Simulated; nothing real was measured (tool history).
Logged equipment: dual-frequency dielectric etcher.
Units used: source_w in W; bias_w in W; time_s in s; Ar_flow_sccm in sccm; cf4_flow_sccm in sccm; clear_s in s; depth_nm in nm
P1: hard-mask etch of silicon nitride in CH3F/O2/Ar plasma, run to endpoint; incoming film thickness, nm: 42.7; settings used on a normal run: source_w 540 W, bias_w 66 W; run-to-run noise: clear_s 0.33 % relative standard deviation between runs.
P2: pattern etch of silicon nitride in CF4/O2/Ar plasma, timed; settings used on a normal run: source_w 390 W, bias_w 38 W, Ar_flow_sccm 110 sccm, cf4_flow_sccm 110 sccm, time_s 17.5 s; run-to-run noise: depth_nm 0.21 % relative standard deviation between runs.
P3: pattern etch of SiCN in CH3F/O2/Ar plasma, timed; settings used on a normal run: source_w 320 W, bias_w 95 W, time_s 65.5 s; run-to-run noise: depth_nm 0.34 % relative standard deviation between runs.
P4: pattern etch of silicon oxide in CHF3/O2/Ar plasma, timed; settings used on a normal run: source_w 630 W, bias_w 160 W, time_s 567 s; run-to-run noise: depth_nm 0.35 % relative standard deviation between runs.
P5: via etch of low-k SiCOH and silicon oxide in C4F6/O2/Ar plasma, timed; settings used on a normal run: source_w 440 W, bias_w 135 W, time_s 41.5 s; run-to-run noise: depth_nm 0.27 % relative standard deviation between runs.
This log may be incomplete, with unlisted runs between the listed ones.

| run | day | process | source_w | bias_w | time_s | Ar_flow_sccm | cf4_flow_sccm | hours since the last wet clean | hours since the last source power generator calibration | hours since the last bias power generator calibration | clear_s | depth_nm |
|---|---|---|---|---|---|---|---|---|---|---|---|---|
| 1 | 0.175 | P1 | 540 | 66 |  |  |  | 468.8 | 793.5 | 2456.1 | 55.747 |  |
| 2 | 0.362 | P4 | 870 | 160 | 567 |  |  | 473.3 | 798 | 2460.6 |  | 1287 |
| 3 | 0.521 | P5 | 440 | 135 | 59 |  |  | 477.1 | 801.8 | 2464.4 |  | 146.98 |
| 4 | 0.7 | P4 | 630 | 160 | 567 |  |  | 481.4 | 806.1 | 2468.7 |  | 1143.4 |
| 5 | 0.925 | P4 | 630 | 160 | 567 |  |  | 486.8 | 811.5 | 2474.1 |  | 1145.8 |
| 6 | 1.142 | P3 | 320 | 95 | 40.5 |  |  | 492 | 816.7 | 2479.3 |  | 15.234 |
| 7 | 1.421 | P2 | 390 | 38 | 17.5 | 110 | 110 | 498.7 | 823.4 | 2486 |  | 23.964 |
| 8 | 1.738 | P3 | 320 | 95 | 65.5 |  |  | 506.3 | 831 | 2493.6 |  | 24.708 |
| 9 | 2.054 | P3 | 320 | 95 | 65.5 |  |  | 513.9 | 838.6 | 2501.2 |  | 24.532 |
| 10 | 2.212 | P5 | 440 | 178 | 41.5 |  |  | 517.7 | 842.4 | 2505 |  | 112.93 |
| 11 | 2.446 | P1 | 540 | 52 |  |  |  | 523.3 | 848 | 2510.6 | 60.077 |  |
| 12 | 2.65 | P1 | 540 | 66 |  |  |  | 528.2 | 852.9 | 2515.5 | 55.504 |  |
| 13 | 2.817 | P1 | 540 | 66 |  |  |  | 532.2 | 856.9 | 2519.5 | 55.427 |  |
| 14 | 3.067 | P2 | 390 | 22 | 17.5 | 110 | 110 | 538.2 | 862.9 | 2525.5 |  | 19.952 |
| 15 | 3.292 | P3 | 210 | 95 | 65.5 |  |  | 543.6 | 868.3 | 2530.9 |  | 21.09 |
| 16 | 3.546 | P2 | 390 | 38 | 21.5 | 110 | 110 | 549.7 | 874.4 | 2537 |  | 29.437 |
| 17 | 3.817 | P2 | 490 | 38 | 17.5 | 110 | 110 | 556.2 | 880.9 | 2543.5 |  | 29.326 |
| 18 | 3.971 | P3 | 320 | 128 | 65.5 |  |  | 559.9 | 884.6 | 2547.2 |  | 27.728 |
| 19 | 4.125 | P1 | 540 | 66 |  |  |  | 563.6 | 888.3 | 2550.9 | 55.598 |  |
| 20 | 4.421 | P2 | 390 | 38 | 17.5 | 110 | 141 | 570.7 | 895.4 | 2558 |  | 24.763 |
| 21 | 4.562 | P5 | 440 | 135 | 41.5 |  |  | 574.1 | 898.8 | 2561.4 |  | 103.47 |
| 22 | 4.75 | P4 | 630 | 129 | 567 |  |  | 578.6 | 903.3 | 2565.9 |  | 1071.4 |
| 23 | 4.917 | P5 | 440 | 135 | 41.5 |  |  | 582.6 | 907.3 | 2569.9 |  | 104.19 |
| 24 | 5.221 | P4 | 630 | 160 | 312 |  |  | 589.9 | 914.6 | 2577.2 |  | 627.15 |
| 25 | 5.396 | P2 | 390 | 38 | 17.5 | 150 | 110 | 594.1 | 918.8 | 2581.4 |  | 23.005 |
| 26 | 5.675 | P5 | 350 | 135 | 41.5 |  |  | 600.8 | 925.5 | 2588.1 |  | 94.663 |
| 27 | 5.946 | P1 | 640 | 66 |  |  |  | 607.3 | 932 | 2594.6 | 51.996 |  |
| 28 | 6.125 | P1 | 380 | 46 |  |  |  | 611.6 | 936.3 | 2598.9 | 71.281 |  |
| 29 | 6.412 | P1 | 440 | 46 |  |  |  | 618.5 | 943.2 | 2605.8 | 67.819 |  |
| 30 | 6.592 | P1 | 410 | 66 |  |  |  | 622.8 | 947.5 | 2610.1 | 61.901 |  |
| 31 | 6.858 | P1 | 540 | 85 |  |  |  | 629.2 | 953.9 | 2616.5 | 51.243 |  |
| 32 | 7.15 | P1 | 540 | 66 |  |  |  | 636.2 | 960.9 | 2623.5 | 55.492 |  |
| 33 | 7.433 | P1 | 540 | 66 |  |  |  | 643 | 967.7 | 2630.3 | 55.652 |  |
| 34 | 7.658 | P1 | 540 | 66 |  |  |  | 648.4 | 973.1 | 2635.7 | 55.742 |  |
| 35 | 7.867 | P1 | 540 | 66 |  |  |  | 653.4 | 978.1 | 2640.7 | 55.969 |  |
| 36 | 8.158 | P1 | 540 | 66 |  |  |  | 660.4 | 985.1 | 2647.7 | 56.101 |  |
| 37 | 8.333 | P1 | 540 | 66 |  |  |  | 664.6 | 989.3 | 2651.9 | 56.364 |  |
| 38 | 8.492 | P1 | 540 | 66 |  |  |  | 668.4 | 993.1 | 2655.7 | 56.394 |  |
| 39 | 8.704 | P1 | 540 | 66 |  |  |  | 673.5 | 998.2 | 2660.8 | 56.472 |  |
|  | 8.867 | wet clean of the chamber |
| 40 | 8.996 | P1 | 540 | 66 |  |  |  | 3.1 | 1005.2 | 2667.8 | 56.425 |  |
| 41 | 9.217 | P1 | 540 | 66 |  |  |  | 8.4 | 1010.5 | 2673.1 | 56.434 |  |
| 42 | 9.412 | P1 | 540 | 66 |  |  |  | 13.1 | 1015.2 | 2677.8 | 56.699 |  |
| 43 | 9.733 | P1 | 540 | 66 |  |  |  | 20.8 | 1022.9 | 2685.5 | 56.319 |  |

P1 no longer gives what it gave before; its output has crept away from where it was. The following 2 causes, each at its listed size, fit the log equally well:
A: source power that arrives under what is set, % = 4.22
B: bias power that arrives under what is set, % = 4.96
The drift started at roughly day 7.433.
Each remaining cause and why it is not a fit:
chamber walls in a state that lowers the etch rate, %: serviced at day 8.867, which brought nothing back

Each of the 4 check runs below uses one wafer; its results are left as question marks. Which run tells the causes apart?
| check 1 | 10.054 | P5 | 440 | 170 | 41.5 |  |  |  |  |  |  | ? |
| check 2 | 10.054 | P3 | 320 | 125 | 65.5 |  |  |  |  |  |  | ? |
| check 3 | 10.054 | P4 | 840 | 132 | 567 |  |  |  |  |  |  | ? |
| check 4 | 10.054 | P2 | 390 | 23 | 17.5 | 110 | 132 |  |  |  |  | ? |

If the cause were each of the candidates in turn, the checks would give the following:
| check | result | if A | if B |
|---|---|---|---|
| check 1 | depth_nm | 109.4 | 109.53 |
| check 2 | depth_nm | 27.015 | 26.896 |
| check 3 | depth_nm | 1182.2 | 1184 |
| check 4 | depth_nm | 20.028 | 20.498 |
Minimum pairwise separation of causes per check, each pair taken at its best-separating result: check 1 0.12 %; check 2 0.44 %; check 3 0.15 %; check 4 2.32 %
Only in check 4 would the causes give clearly different results; in the remaining checks their results would be nearly the same.

The results of check 4 are: depth_nm 20.568 nm. Based on these, which of the listed causes is it?

The correct cause is B, namely: bias power that arrives under what is set, %.
